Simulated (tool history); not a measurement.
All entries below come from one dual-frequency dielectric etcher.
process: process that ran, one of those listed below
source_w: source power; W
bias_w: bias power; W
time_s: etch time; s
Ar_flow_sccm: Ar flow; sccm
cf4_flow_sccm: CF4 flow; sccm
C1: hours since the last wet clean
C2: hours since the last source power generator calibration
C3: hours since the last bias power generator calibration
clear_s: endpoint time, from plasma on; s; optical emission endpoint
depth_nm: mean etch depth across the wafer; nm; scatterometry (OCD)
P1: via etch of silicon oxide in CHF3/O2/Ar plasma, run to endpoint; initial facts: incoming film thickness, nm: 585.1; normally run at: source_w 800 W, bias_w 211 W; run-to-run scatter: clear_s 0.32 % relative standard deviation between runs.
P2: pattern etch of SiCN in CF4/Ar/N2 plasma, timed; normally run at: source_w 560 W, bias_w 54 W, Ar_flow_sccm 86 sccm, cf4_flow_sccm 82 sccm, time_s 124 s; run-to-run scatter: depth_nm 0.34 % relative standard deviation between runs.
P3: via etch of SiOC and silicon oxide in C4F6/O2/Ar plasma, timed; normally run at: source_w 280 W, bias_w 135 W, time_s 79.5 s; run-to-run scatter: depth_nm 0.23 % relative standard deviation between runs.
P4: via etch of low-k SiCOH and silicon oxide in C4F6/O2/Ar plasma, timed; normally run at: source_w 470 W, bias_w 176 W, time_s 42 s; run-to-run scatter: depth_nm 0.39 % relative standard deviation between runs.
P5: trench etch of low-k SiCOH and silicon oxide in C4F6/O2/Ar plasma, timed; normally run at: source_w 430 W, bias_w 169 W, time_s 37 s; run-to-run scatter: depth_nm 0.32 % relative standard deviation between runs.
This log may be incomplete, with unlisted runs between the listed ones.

run 1 hour=15.5 | process=P1 source_w=800 bias_w=211 | C1=393.7 C2=209.6 C3=1926.4 | clear_s=253.38
run 2 hour=32.2 | process=P3 source_w=280 bias_w=103 time_s=79.5 | C1=410.4 C2=226.3 C3=1943.1 | depth_nm=66.448
run 3 hour=43 | process=P5 source_w=430 bias_w=169 time_s=37 | C1=421.2 C2=237.1 C3=1953.9 | depth_nm=118.52
run 4 hour=59.9 | process=P5 source_w=430 bias_w=117 time_s=37 | C1=438.1 C2=254 C3=1970.8 | depth_nm=106.7
run 5 hour=72 | process=P1 source_w=1040 bias_w=259 | C1=450.2 C2=266.1 C3=1982.9 | clear_s=212.82
run 6 hour=88.5 | process=P2 source_w=560 bias_w=34 time_s=124 Ar_flow_sccm=86 cf4_flow_sccm=82 | C1=466.7 C2=282.6 C3=1999.4 | depth_nm=107.65
run 7 hour=101.3 | process=P1 source_w=1110 bias_w=211 | C1=479.5 C2=295.4 C3=2012.2 | clear_s=221.82
-- hour=107.6 source power generator calibrated
run 8 hour=112.9 | process=P1 source_w=800 bias_w=211 | C1=491.1 C2=5.4 C3=2023.8 | clear_s=252.37
run 9 hour=127.8 | process=P5 source_w=430 bias_w=169 time_s=37 | C1=506 C2=20.3 C3=2038.7 | depth_nm=118.81
run 10 hour=136.4 | process=P1 source_w=800 bias_w=211 | C1=514.6 C2=28.9 C3=2047.3 | clear_s=251.03
run 11 hour=149.8 | process=P2 source_w=330 bias_w=54 time_s=124 Ar_flow_sccm=86 cf4_flow_sccm=82 | C1=528 C2=42.3 C3=2060.7 | depth_nm=76.088
run 12 hour=165 | process=P1 source_w=530 bias_w=211 | C1=543.2 C2=57.5 C3=2075.9 | clear_s=295.33
run 13 hour=176.9 | process=P2 source_w=560 bias_w=54 time_s=124 Ar_flow_sccm=117 cf4_flow_sccm=82 | C1=555.1 C2=69.4 C3=2087.8 | depth_nm=116.92
run 14 hour=186.3 | process=P4 source_w=470 bias_w=137 time_s=42 | C1=564.5 C2=78.8 C3=2097.2 | depth_nm=105.48
run 15 hour=195.1 | process=P2 source_w=560 bias_w=54 time_s=163.5 Ar_flow_sccm=86 cf4_flow_sccm=82 | C1=573.3 C2=87.6 C3=2106 | depth_nm=161.78
run 16 hour=203.5 | process=P4 source_w=470 bias_w=176 time_s=42 | C1=581.7 C2=96 C3=2114.4 | depth_nm=113.33
run 17 hour=215.4 | process=P3 source_w=280 bias_w=135 time_s=115 | C1=593.6 C2=107.9 C3=2126.3 | depth_nm=104.53
run 18 hour=232 | process=P1 source_w=800 bias_w=211 | C1=610.2 C2=124.5 C3=2142.9 | clear_s=251.72
run 19 hour=248 | process=P1 source_w=800 bias_w=211 | C1=626.2 C2=140.5 C3=2158.9 | clear_s=253.21
run 20 hour=261.7 | process=P5 source_w=430 bias_w=169 time_s=54 | C1=639.9 C2=154.2 C3=2172.6 | depth_nm=172.16
run 21 hour=277.4 | process=P1 source_w=800 bias_w=129 | C1=655.6 C2=169.9 C3=2188.3 | clear_s=294.88
run 22 hour=286.1 | process=P4 source_w=470 bias_w=176 time_s=27 | C1=664.3 C2=178.6 C3=2197 | depth_nm=73.2
run 23 hour=301.7 | process=P4 source_w=330 bias_w=176 time_s=42 | C1=679.9 C2=194.2 C3=2212.6 | depth_nm=98.23
run 24 hour=315.6 | process=P1 source_w=980 bias_w=160 | C1=693.8 C2=208.1 C3=2226.5 | clear_s=256.17
run 25 hour=323.5 | process=P2 source_w=560 bias_w=54 time_s=124 Ar_flow_sccm=86 cf4_flow_sccm=103 | C1=701.7 C2=216 C3=2234.4 | depth_nm=127.72

Run 26, settings as shown, results not yet in. Your forecast:
run 26 hour=332 | process=P1 source_w=800 bias_w=291 | C1=710.2 C2=224.5 C3=2242.9 | clear_s=?

clear_s: 224.91 s
